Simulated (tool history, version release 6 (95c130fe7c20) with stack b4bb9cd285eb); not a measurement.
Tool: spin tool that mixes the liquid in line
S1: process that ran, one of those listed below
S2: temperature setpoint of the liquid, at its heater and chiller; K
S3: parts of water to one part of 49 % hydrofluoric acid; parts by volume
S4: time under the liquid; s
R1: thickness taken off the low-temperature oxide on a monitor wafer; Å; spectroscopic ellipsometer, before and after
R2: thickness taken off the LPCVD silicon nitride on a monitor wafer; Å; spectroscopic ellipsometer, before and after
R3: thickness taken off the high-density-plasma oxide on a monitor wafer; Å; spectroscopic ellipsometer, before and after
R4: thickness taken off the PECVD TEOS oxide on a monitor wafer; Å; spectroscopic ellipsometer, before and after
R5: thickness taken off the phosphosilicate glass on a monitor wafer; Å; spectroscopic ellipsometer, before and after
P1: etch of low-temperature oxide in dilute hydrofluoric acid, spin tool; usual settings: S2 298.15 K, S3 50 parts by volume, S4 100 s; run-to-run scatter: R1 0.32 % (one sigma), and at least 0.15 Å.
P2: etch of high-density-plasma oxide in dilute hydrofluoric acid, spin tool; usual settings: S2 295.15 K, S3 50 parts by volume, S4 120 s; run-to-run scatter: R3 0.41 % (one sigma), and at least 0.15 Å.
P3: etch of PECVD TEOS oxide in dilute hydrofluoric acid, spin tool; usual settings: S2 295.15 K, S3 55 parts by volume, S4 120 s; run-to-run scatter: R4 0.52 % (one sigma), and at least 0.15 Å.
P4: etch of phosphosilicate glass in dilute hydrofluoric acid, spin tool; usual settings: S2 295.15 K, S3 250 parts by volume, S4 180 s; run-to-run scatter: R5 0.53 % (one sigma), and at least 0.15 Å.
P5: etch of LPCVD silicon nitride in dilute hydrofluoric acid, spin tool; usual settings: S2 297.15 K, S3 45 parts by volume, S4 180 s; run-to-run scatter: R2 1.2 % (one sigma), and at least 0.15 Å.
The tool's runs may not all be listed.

Run 1, hour 4.3: S1 P1, S2 298.15 K, S3 50 parts by volume, S4 100 s. Result: R1 617.61 Å.
Run 2, hour 9.4: S1 P5, S2 290.15 K, S3 45 parts by volume, S4 180 s. Result: R2 12.739 Å.
Run 3, hour 13.1: S1 P2, S2 295.15 K, S3 50 parts by volume, S4 215 s. Result: R3 259.02 Å.
Run 4, hour 15.8: S1 P1, S2 298.15 K, S3 50 parts by volume, S4 100 s. Result: R1 616.80 Å.
Run 5, hour 19.1: S1 P3, S2 295.15 K, S3 55 parts by volume, S4 120 s. Result: R4 183.36 Å.
Run 6, hour 23.3: S1 P1, S2 306.65 K, S3 50 parts by volume, S4 100 s. Result: R1 864.32 Å.
Run 7, hour 26.2: S1 P1, S2 298.15 K, S3 50 parts by volume, S4 170 s. Result: R1 1045.90 Å.
Run 8, hour 31.0: S1 P3, S2 295.15 K, S3 55 parts by volume, S4 230 s. Result: R4 353.46 Å.
Run 9, hour 33.6: S1 P1, S2 298.15 K, S3 50 parts by volume, S4 100 s. Result: R1 617.55 Å.
Run 10, hour 37.7: S1 P1, S2 298.15 K, S3 30 parts by volume, S4 100 s. Result: R1 1059.10 Å.
Run 11, hour 41.8: S1 P1, S2 294.65 K, S3 50 parts by volume, S4 35 s. Result: R1 185.93 Å.
Run 12, hour 44.4: S1 P1, S2 298.15 K, S3 50 parts by volume, S4 100 s. Result: R1 617.49 Å.
Run 13, hour 49.7: S1 P1, S2 304.65 K, S3 20 parts by volume, S4 100 s. Result: R1 2099.50 Å.
Run 14, hour 52.7: S1 P4, S2 299.65 K, S3 250 parts by volume, S4 180 s. Result: R5 397.35 Å.
Run 15, hour 56.1: S1 P1, S2 298.15 K, S3 50 parts by volume, S4 100 s. Result: R1 618.38 Å.
Run 16, hour 60.4: S1 P3, S2 295.15 K, S3 20 parts by volume, S4 120 s. Result: R4 527.82 Å.
Run 17, hour 64.3: S1 P2, S2 295.15 K, S3 70 parts by volume, S4 120 s. Result: R3 100.62 Å.
Run 18, hour 67.4: S1 P1, S2 298.15 K, S3 85 parts by volume, S4 100 s. Result: R1 345.03 Å.
Run 19, hour 71.7: S1 P2, S2 299.15 K, S3 50 parts by volume, S4 120 s. Result: R3 171.35 Å.
Run 20, hour 75.1: S1 P2, S2 295.15 K, S3 50 parts by volume, S4 120 s. Result: R3 145.26 Å.
Run 21, hour 77.5: S1 P1, S2 298.15 K, S3 50 parts by volume, S4 100 s. Result: R1 618.53 Å.
Run 22, hour 82.6: S1 P1, S2 298.15 K, S3 50 parts by volume, S4 30 s. Result: R1 184.69 Å.
Run 23, hour 87.3: S1 P4, S2 295.15 K, S3 250 parts by volume, S4 70 s. Result: R5 132.36 Å.
Run 24, hour 92.0: S1 P1, S2 298.15 K, S3 50 parts by volume, S4 100 s. Result: R1 619.50 Å.
Run 25, hour 96.5: S1 P5, S2 297.15 K, S3 45 parts by volume, S4 180 s. Result: R2 20.979 Å.
Run 26, hour 100.6: S1 P1, S2 291.15 K, S3 50 parts by volume, S4 100 s. Result: R1 459.78 Å.
Run 27, hour 106.0: S1 P4, S2 295.15 K, S3 250 parts by volume, S4 180 s. Result: R5 336.41 Å.

Run 28 comes next. What will it give?
Run 28, hour 110.8: S1 P5, S2 297.15 K, S3 20 parts by volume, S4 180 s. Result: R2 ?.

Run 28 gave R2 45.844 Å.
